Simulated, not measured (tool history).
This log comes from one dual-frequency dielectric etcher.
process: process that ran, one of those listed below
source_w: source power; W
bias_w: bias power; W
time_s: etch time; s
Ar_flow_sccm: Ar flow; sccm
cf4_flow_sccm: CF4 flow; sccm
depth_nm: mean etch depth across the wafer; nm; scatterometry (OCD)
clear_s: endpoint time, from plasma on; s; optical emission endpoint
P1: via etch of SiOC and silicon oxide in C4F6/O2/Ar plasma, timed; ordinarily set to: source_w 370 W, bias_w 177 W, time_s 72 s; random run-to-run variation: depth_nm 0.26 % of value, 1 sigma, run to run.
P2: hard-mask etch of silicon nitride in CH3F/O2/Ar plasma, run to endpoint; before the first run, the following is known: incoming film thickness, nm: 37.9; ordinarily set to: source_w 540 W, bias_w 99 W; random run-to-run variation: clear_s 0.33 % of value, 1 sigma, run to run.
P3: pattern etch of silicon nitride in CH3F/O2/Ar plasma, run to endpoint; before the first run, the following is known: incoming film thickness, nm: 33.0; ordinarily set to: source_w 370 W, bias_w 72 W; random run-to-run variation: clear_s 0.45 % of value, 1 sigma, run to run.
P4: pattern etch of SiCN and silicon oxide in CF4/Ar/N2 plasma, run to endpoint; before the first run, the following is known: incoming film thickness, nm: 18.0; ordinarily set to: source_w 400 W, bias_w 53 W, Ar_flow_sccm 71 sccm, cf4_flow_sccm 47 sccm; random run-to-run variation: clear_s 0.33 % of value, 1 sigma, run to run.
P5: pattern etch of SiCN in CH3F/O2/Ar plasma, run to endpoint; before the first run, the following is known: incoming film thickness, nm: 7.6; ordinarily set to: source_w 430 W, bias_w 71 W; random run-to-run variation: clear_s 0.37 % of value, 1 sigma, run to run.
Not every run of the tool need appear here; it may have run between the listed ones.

run,hour,process,source_w,bias_w,time_s,Ar_flow_sccm,cf4_flow_sccm,depth_nm,clear_s
1,11.5,P1,370,177,72,,,79.21,
2,23.7,P4,400,53,,71,65,,24.223
3,31,P1,300,177,72,,,72.711,
4,43.5,P3,520,72,,,,,43.963
5,55.9,P1,370,177,95,,,104.23,
6,67.3,P4,400,53,,71,47,,25.504
7,77.2,P4,400,37,,71,47,,28.325
8,83.8,P2,540,99,,,,,44.168
9,93,P2,540,69,,,,,49.973
10,101.4,P2,540,99,,,,,43.897
11,112,P1,370,177,72,,,79.555,
12,121.2,P5,430,71,,,,,19.547
13,132.9,P1,370,177,72,,,79.321,
14,143.4,P5,430,71,,,,,19.585
15,156.3,P4,400,53,,92,47,,26.612
16,162.9,P5,590,71,,,,,17.333
17,175.5,P2,740,99,,,,,38.962
18,181.4,P1,370,177,72,,,79.241,
19,190.3,P1,370,177,72,,,79.216,
20,202.2,P1,510,177,72,,,89.7,
21,213.8,P1,500,138,72,,,82.294,
22,222.1,P1,370,110,72,,,68.438,
23,232.5,P1,370,177,52,,,57.238,
24,245,P4,550,53,,71,47,,19.182
25,252.5,P1,370,213,72,,,84.041,
26,261.9,P1,370,177,72,,,79.369,
27,273.9,P3,370,72,,,,,50.27
28,280.8,P4,400,53,,71,47,,25.394
29,289.6,P5,430,93,,,,,17.779
30,302.6,P3,370,43,,,,,59.264
31,309.3,P1,370,177,72,,,79.22,
32,321.7,P1,370,177,72,,,79.284,
33,333.5,P1,370,177,72,,,79.896,

What will run 34 give?
34,345.1,P1,370,177,72,,,?,

depth_nm: 80.276 nm
